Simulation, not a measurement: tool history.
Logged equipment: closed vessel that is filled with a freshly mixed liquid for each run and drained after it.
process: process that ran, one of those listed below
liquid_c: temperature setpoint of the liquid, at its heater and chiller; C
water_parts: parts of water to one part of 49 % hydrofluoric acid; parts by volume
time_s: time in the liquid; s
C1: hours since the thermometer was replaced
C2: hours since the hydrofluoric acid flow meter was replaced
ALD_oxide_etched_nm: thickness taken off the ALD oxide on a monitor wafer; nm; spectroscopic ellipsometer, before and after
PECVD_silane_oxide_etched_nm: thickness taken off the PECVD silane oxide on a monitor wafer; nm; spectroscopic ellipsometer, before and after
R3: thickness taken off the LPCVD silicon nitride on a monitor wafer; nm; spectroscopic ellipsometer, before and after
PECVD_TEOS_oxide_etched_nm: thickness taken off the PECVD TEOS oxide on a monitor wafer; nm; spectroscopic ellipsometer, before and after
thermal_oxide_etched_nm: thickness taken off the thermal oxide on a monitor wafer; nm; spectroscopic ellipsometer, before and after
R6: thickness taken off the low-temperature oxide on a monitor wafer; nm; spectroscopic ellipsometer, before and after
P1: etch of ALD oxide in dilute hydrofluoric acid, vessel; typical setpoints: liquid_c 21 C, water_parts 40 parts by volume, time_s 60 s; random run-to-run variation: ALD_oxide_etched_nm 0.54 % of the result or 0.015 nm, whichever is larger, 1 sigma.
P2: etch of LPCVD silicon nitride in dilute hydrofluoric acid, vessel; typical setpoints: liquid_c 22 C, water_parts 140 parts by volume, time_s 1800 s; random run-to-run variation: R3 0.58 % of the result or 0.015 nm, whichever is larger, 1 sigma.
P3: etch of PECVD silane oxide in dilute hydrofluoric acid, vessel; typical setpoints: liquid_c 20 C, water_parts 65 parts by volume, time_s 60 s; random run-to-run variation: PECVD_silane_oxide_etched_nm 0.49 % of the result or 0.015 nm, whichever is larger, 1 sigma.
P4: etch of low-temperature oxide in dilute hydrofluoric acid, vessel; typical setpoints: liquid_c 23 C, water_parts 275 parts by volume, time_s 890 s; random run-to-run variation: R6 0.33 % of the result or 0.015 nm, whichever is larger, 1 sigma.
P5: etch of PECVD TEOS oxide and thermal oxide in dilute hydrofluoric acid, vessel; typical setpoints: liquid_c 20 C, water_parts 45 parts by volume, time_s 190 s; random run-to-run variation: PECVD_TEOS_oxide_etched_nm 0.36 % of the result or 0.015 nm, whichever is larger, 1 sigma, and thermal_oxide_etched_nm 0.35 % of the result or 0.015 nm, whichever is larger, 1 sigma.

{"run": 1, "hour": 6.7, "process": "P1", "liquid_c": 21, "water_parts": 40, "time_s": 60, "C1": 1259.3, "C2": 324.6, "ALD_oxide_etched_nm": 14.614}
{"run": 2, "hour": 17.1, "process": "P1", "liquid_c": 21, "water_parts": 40, "time_s": 105, "C1": 1269.7, "C2": 335.0, "ALD_oxide_etched_nm": 25.55}
{"run": 3, "hour": 25.1, "process": "P3", "liquid_c": 17, "water_parts": 65, "time_s": 60, "C1": 1277.7, "C2": 343.0, "PECVD_silane_oxide_etched_nm": 18.322}
{"run": 4, "hour": 36.7, "process": "P1", "liquid_c": 21, "water_parts": 65, "time_s": 60, "C1": 1289.3, "C2": 354.6, "ALD_oxide_etched_nm": 8.7482}
{"run": 5, "hour": 48.8, "process": "P2", "liquid_c": 22, "water_parts": 140, "time_s": 210, "C1": 1301.4, "C2": 366.7, "R3": 0.59271}
{"run": 6, "hour": 58.3, "process": "P5", "liquid_c": 20, "water_parts": 60, "time_s": 190, "C1": 1310.9, "C2": 376.2, "PECVD_TEOS_oxide_etched_nm": 31.791, "thermal_oxide_etched_nm": 13.284}
{"run": 7, "hour": 64.7, "process": "P5", "liquid_c": 20, "water_parts": 45, "time_s": 190, "C1": 1317.3, "C2": 382.6, "PECVD_TEOS_oxide_etched_nm": 43.072, "thermal_oxide_etched_nm": 18.057}
{"run": 8, "hour": 71.6, "process": "P5", "liquid_c": 17, "water_parts": 45, "time_s": 190, "C1": 1324.2, "C2": 389.5, "PECVD_TEOS_oxide_etched_nm": 37.663, "thermal_oxide_etched_nm": 15.751}
{"run": 9, "hour": 78.3, "process": "P1", "liquid_c": 21, "water_parts": 40, "time_s": 60, "C1": 1330.9, "C2": 396.2, "ALD_oxide_etched_nm": 14.686}
{"hour": 82.9, "done": "thermometer replaced"}
{"run": 10, "hour": 85.1, "process": "P3", "liquid_c": 20, "water_parts": 65, "time_s": 30, "C1": 2.3, "C2": 403.0, "PECVD_silane_oxide_etched_nm": 10.429}
{"run": 11, "hour": 97.7, "process": "P2", "liquid_c": 22, "water_parts": 65, "time_s": 1800, "C1": 14.9, "C2": 415.6, "R3": 11.306}
{"run": 12, "hour": 108.4, "process": "P2", "liquid_c": 22, "water_parts": 140, "time_s": 1800, "C1": 25.6, "C2": 426.3, "R3": 5.3121}
{"run": 13, "hour": 114.5, "process": "P1", "liquid_c": 21, "water_parts": 40, "time_s": 30, "C1": 31.7, "C2": 432.4, "ALD_oxide_etched_nm": 7.2476}
{"run": 14, "hour": 126.5, "process": "P4", "liquid_c": 23, "water_parts": 275, "time_s": 1660, "C1": 43.7, "C2": 444.4, "R6": 52.131}
{"run": 15, "hour": 135.7, "process": "P1", "liquid_c": 21, "water_parts": 40, "time_s": 60, "C1": 52.9, "C2": 453.6, "ALD_oxide_etched_nm": 14.714}
{"run": 16, "hour": 143.8, "process": "P4", "liquid_c": 31, "water_parts": 275, "time_s": 890, "C1": 61.0, "C2": 461.7, "R6": 36.44}
{"run": 17, "hour": 154.0, "process": "P5", "liquid_c": 20, "water_parts": 45, "time_s": 350, "C1": 71.2, "C2": 471.9, "PECVD_TEOS_oxide_etched_nm": 79.246, "thermal_oxide_etched_nm": 33.608}
{"run": 18, "hour": 165.2, "process": "P1", "liquid_c": 21, "water_parts": 40, "time_s": 60, "C1": 82.4, "C2": 483.1, "ALD_oxide_etched_nm": 14.587}
{"run": 19, "hour": 172.0, "process": "P1", "liquid_c": 17, "water_parts": 40, "time_s": 60, "C1": 89.2, "C2": 489.9, "ALD_oxide_etched_nm": 12.281}
{"run": 20, "hour": 179.0, "process": "P4", "liquid_c": 23, "water_parts": 275, "time_s": 890, "C1": 96.2, "C2": 496.9, "R6": 27.846}
{"run": 21, "hour": 191.4, "process": "P1", "liquid_c": 21, "water_parts": 25, "time_s": 60, "C1": 108.6, "C2": 509.3, "ALD_oxide_etched_nm": 23.81}
{"run": 22, "hour": 197.1, "process": "P1", "liquid_c": 27, "water_parts": 40, "time_s": 30, "C1": 114.3, "C2": 515.0, "ALD_oxide_etched_nm": 9.3973}
{"run": 23, "hour": 205.3, "process": "P5", "liquid_c": 20, "water_parts": 45, "time_s": 190, "C1": 122.5, "C2": 523.2, "PECVD_TEOS_oxide_etched_nm": 42.841, "thermal_oxide_etched_nm": 18.014}
{"run": 24, "hour": 211.1, "process": "P4", "liquid_c": 23, "water_parts": 65, "time_s": 890, "C1": 128.3, "C2": 529.0, "R6": 148.91}
{"run": 25, "hour": 219.1, "process": "P1", "liquid_c": 29, "water_parts": 40, "time_s": 60, "C1": 136.3, "C2": 537.0, "ALD_oxide_etched_nm": 20.271}
{"run": 26, "hour": 227.1, "process": "P3", "liquid_c": 20, "water_parts": 65, "time_s": 60, "C1": 144.3, "C2": 545.0, "PECVD_silane_oxide_etched_nm": 20.928}
{"run": 27, "hour": 235.6, "process": "P2", "liquid_c": 17, "water_parts": 140, "time_s": 1800, "C1": 152.8, "C2": 553.5, "R3": 3.8401}
{"run": 28, "hour": 243.0, "process": "P3", "liquid_c": 20, "water_parts": 20, "time_s": 60, "C1": 160.2, "C2": 560.9, "PECVD_silane_oxide_etched_nm": 71.998}
{"run": 29, "hour": 249.8, "process": "P1", "liquid_c": 21, "water_parts": 40, "time_s": 60, "C1": 167.0, "C2": 567.7, "ALD_oxide_etched_nm": 14.635}
{"run": 30, "hour": 262.0, "process": "P1", "liquid_c": 21, "water_parts": 40, "time_s": 60, "C1": 179.2, "C2": 579.9, "ALD_oxide_etched_nm": 14.715}
{"run": 31, "hour": 270.8, "process": "P1", "liquid_c": 21, "water_parts": 40, "time_s": 60, "C1": 188.0, "C2": 588.7, "ALD_oxide_etched_nm": 14.647}
{"run": 32, "hour": 280.2, "process": "P1", "liquid_c": 21, "water_parts": 40, "time_s": 60, "C1": 197.4, "C2": 598.1, "ALD_oxide_etched_nm": 15.116}
{"run": 33, "hour": 293.2, "process": "P1", "liquid_c": 21, "water_parts": 40, "time_s": 60, "C1": 210.4, "C2": 611.1, "ALD_oxide_etched_nm": 15.356}
{"run": 34, "hour": 300.4, "process": "P1", "liquid_c": 21, "water_parts": 40, "time_s": 60, "C1": 217.6, "C2": 618.3, "ALD_oxide_etched_nm": 15.556}
{"run": 35, "hour": 309.0, "process": "P1", "liquid_c": 21, "water_parts": 40, "time_s": 60, "C1": 226.2, "C2": 626.9, "ALD_oxide_etched_nm": 15.508}
{"run": 36, "hour": 316.3, "process": "P1", "liquid_c": 21, "water_parts": 40, "time_s": 60, "C1": 233.5, "C2": 634.2, "ALD_oxide_etched_nm": 15.696}
{"run": 37, "hour": 323.0, "process": "P1", "liquid_c": 21, "water_parts": 40, "time_s": 60, "C1": 240.2, "C2": 640.9, "ALD_oxide_etched_nm": 15.76}
{"run": 38, "hour": 332.4, "process": "P1", "liquid_c": 21, "water_parts": 40, "time_s": 60, "C1": 249.6, "C2": 650.3, "ALD_oxide_etched_nm": 15.805}
{"run": 39, "hour": 345.3, "process": "P1", "liquid_c": 21, "water_parts": 40, "time_s": 60, "C1": 262.5, "C2": 663.2, "ALD_oxide_etched_nm": 15.742}
{"run": 40, "hour": 352.3, "process": "P1", "liquid_c": 21, "water_parts": 40, "time_s": 60, "C1": 269.5, "C2": 670.2, "ALD_oxide_etched_nm": 15.666}
{"run": 41, "hour": 359.5, "process": "P1", "liquid_c": 21, "water_parts": 40, "time_s": 60, "C1": 276.7, "C2": 677.4, "ALD_oxide_etched_nm": 15.715}

Compared with where it was, what P1 gives has crept away. Each cause listed below fits the log as well as the rest, at the size given for it:
A: liquid hotter than its thermometer reads (K) = 1.87
B: hydrofluoric acid flow above the setpoint (%) = 7.8
The onset of the drift is placed at about hour 270.8.

Consider the 4 single-wafer check runs listed below, results given as question marks: which one distinguishes between the causes by giving clearly different results for each?
{"run": "check 1", "hour": 366.7, "process": "P5", "liquid_c": 17, "water_parts": 45, "time_s": 265, "PECVD_TEOS_oxide_etched_nm": "?", "thermal_oxide_etched_nm": "?"}
{"run": "check 2", "hour": 366.7, "process": "P3", "liquid_c": 20, "water_parts": 25, "time_s": 30, "PECVD_silane_oxide_etched_nm": "?"}
{"run": "check 3", "hour": 366.7, "process": "P4", "liquid_c": 26, "water_parts": 70, "time_s": 890, "R6": "?"}
{"run": "check 4", "hour": 366.7, "process": "P2", "liquid_c": 17, "water_parts": 140, "time_s": 1800, "R3": "?"}

What each check would give under each cause:
check=check_1 result=PECVD_TEOS_oxide_etched_nm if_A=57.226 if_B=57.104
check=check_1 result=thermal_oxide_etched_nm if_A=24.016 if_B=23.964
check=check_2 result=PECVD_silane_oxide_etched_nm if_A=30.948 if_B=30.855
check=check_3 result=R6 if_A=166.500 if_B=167.830
check=check_4 result=R3 if_A=4.31640 if_B=4.08480
Per check, the gap between the least separated pair of causes, taken in the result that splits them most: check 1 0.21 %; check 2 0.3 %; check 3 0.8 %; check 4 5.51 %
Only in check 4 would the causes give clearly different results; in the remaining checks their results would be nearly the same.

Check 4 has now been run. It gave: R3 4.29890 nm. Which of the candidate causes is it?

It was cause A: liquid hotter than its thermometer reads (K).
